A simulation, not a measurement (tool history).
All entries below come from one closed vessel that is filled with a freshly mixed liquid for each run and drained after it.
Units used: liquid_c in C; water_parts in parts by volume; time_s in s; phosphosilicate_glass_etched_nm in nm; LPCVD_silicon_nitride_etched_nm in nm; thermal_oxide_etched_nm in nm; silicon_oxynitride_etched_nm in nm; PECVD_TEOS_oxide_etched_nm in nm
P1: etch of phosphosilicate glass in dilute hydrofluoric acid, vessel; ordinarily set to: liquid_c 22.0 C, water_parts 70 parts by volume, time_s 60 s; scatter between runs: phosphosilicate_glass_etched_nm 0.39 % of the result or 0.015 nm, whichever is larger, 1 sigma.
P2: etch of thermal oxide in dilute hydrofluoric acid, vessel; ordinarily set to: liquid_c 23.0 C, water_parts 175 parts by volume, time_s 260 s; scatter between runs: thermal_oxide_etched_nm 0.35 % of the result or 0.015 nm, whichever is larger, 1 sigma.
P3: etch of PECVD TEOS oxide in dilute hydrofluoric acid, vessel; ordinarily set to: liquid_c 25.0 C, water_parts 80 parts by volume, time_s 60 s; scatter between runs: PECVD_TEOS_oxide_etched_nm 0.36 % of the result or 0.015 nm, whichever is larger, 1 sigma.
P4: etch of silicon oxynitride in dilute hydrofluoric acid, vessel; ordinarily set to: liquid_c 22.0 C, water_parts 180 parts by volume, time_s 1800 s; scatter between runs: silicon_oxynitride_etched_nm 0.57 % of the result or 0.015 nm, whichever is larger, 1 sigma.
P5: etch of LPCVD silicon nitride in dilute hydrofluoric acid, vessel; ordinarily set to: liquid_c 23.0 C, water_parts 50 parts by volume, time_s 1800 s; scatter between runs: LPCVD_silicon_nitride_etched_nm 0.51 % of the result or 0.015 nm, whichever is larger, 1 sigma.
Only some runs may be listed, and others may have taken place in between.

| run | hour | process | liquid_c | water_parts | time_s | hours since the thermometer was replaced | hours since the hydrofluoric acid flow meter was replaced | phosphosilicate_glass_etched_nm | LPCVD_silicon_nitride_etched_nm | thermal_oxide_etched_nm | silicon_oxynitride_etched_nm | PECVD_TEOS_oxide_etched_nm |
|---|---|---|---|---|---|---|---|---|---|---|---|---|
| 1 | 11.6 | P1 | 22.0 | 70 | 60 | 295.4 | 1210.3 | 49.449 |  |  |  |  |
| 2 | 19.1 | P5 | 23.0 | 50 | 1800 | 302.9 | 1217.8 |  | 16.5970 |  |  |  |
| 3 | 31.6 | P5 | 23.0 | 30 | 1800 | 315.4 | 1230.3 |  | 27.5190 |  |  |  |
| 4 | 37.8 | P1 | 22.0 | 70 | 60 | 321.6 | 1236.5 | 49.434 |  |  |  |  |
| 5 | 46.8 | P2 | 23.0 | 175 | 260 | 330.6 | 1245.5 |  |  | 6.0744 |  |  |
| 6 | 53.5 | P1 | 26.0 | 120 | 60 | 337.3 | 1252.2 | 31.846 |  |  |  |  |
| 7 | 66.3 | P4 | 29.0 | 180 | 1800 | 350.1 | 1265.0 |  |  |  | 16.3830 |  |
| 8 | 79.4 | P2 | 23.0 | 85 | 260 | 363.2 | 1278.1 |  |  | 13.8110 |  |  |
| 9 | 85.7 | P1 | 28.5 | 70 | 35 | 369.5 | 1284.4 | 37.484 |  |  |  |  |
| 10 | 96.5 | P3 | 20.0 | 80 | 60 | 380.3 | 1295.2 |  |  |  |  | 14.4280 |
| 11 | 109.8 | P5 | 23.0 | 50 | 855 | 393.6 | 1308.5 |  | 7.8171 |  |  |  |
| 12 | 117.9 | P3 | 25.0 | 80 | 30 | 401.7 | 1316.6 |  |  |  |  | 8.8347 |
| 13 | 128.0 | P1 | 22.0 | 70 | 105 | 411.8 | 1326.7 | 86.682 |  |  |  |  |
| 14 | 140.2 | P5 | 23.0 | 50 | 1800 | 424.0 | 1338.9 |  | 16.5440 |  |  |  |
| 15 | 151.1 | P1 | 22.0 | 95 | 60 | 434.9 | 1349.8 | 35.513 |  |  |  |  |
| 16 | 160.4 | P1 | 22.0 | 70 | 60 | 444.2 | 1359.1 | 49.530 |  |  |  |  |
| 17 | 168.4 | P3 | 25.0 | 80 | 60 | 452.2 | 1367.1 |  |  |  |  | 17.7600 |
| 18 | 176.0 | P5 | 17.0 | 50 | 1800 | 459.8 | 1374.7 |  | 11.0630 |  |  |  |
| 19 | 184.5 | P1 | 30.0 | 70 | 60 | 468.3 | 1383.2 | 68.020 |  |  |  |  |
| 20 | 193.6 | P1 | 22.0 | 70 | 60 | 477.4 | 1392.3 | 49.540 |  |  |  |  |
| 21 | 200.0 | P4 | 22.0 | 325 | 1800 | 483.8 | 1398.7 |  |  |  | 6.0203 |  |
| 22 | 213.2 | P2 | 23.0 | 175 | 65 | 497.0 | 1411.9 |  |  | 1.5321 |  |  |
| 23 | 222.0 | P3 | 25.0 | 35 | 60 | 505.8 | 1420.7 |  |  |  |  | 43.0540 |
| 24 | 231.1 | P1 | 22.0 | 70 | 60 | 514.9 | 1429.8 | 49.275 |  |  |  |  |
| 25 | 241.1 | P4 | 22.0 | 180 | 1800 | 524.9 | 1439.8 |  |  |  | 12.0820 |  |
| 26 | 252.2 | P1 | 22.0 | 20 | 30 | 536.0 | 1450.9 | 92.479 |  |  |  |  |
| 27 | 258.6 | P1 | 22.0 | 70 | 30 | 542.4 | 1457.3 | 24.736 |  |  |  |  |
| 28 | 267.3 | P1 | 22.0 | 20 | 60 | 551.1 | 1466.0 | 185.610 |  |  |  |  |
| 29 | 277.7 | P2 | 17.0 | 175 | 260 | 561.5 | 1476.4 |  |  | 4.7947 |  |  |
| 30 | 287.2 | P2 | 23.0 | 175 | 260 | 571.0 | 1485.9 |  |  | 6.0424 |  |  |
| 31 | 298.7 | P1 | 22.0 | 70 | 60 | 582.5 | 1497.4 | 49.597 |  |  |  |  |
| 32 | 305.6 | P1 | 17.0 | 70 | 60 | 589.4 | 1504.3 | 40.319 |  |  |  |  |
| 33 | 317.5 | P4 | 22.0 | 180 | 870 | 601.3 | 1516.2 |  |  |  | 5.8107 |  |
| 34 | 330.7 | P1 | 22.0 | 70 | 60 | 614.5 | 1529.4 | 49.625 |  |  |  |  |
| 35 | 338.3 | P1 | 22.0 | 70 | 60 | 622.1 | 1537.0 | 50.412 |  |  |  |  |
| 36 | 348.5 | P1 | 22.0 | 70 | 60 | 632.3 | 1547.2 | 51.309 |  |  |  |  |
| 37 | 355.4 | P1 | 22.0 | 70 | 60 | 639.2 | 1554.1 | 51.472 |  |  |  |  |
| 38 | 362.0 | P1 | 22.0 | 70 | 60 | 645.8 | 1560.7 | 51.814 |  |  |  |  |
| 39 | 373.4 | P1 | 22.0 | 70 | 60 | 657.2 | 1572.1 | 51.787 |  |  |  |  |

Run 40 is up next; what results do you expect?
| 40 | 384.9 | P1 | 22.0 | 70 | 60 | 668.7 | 1583.6 | ? |  |  |  |  |

{"run 40": {"phosphosilicate_glass_etched_nm": 52.391}}
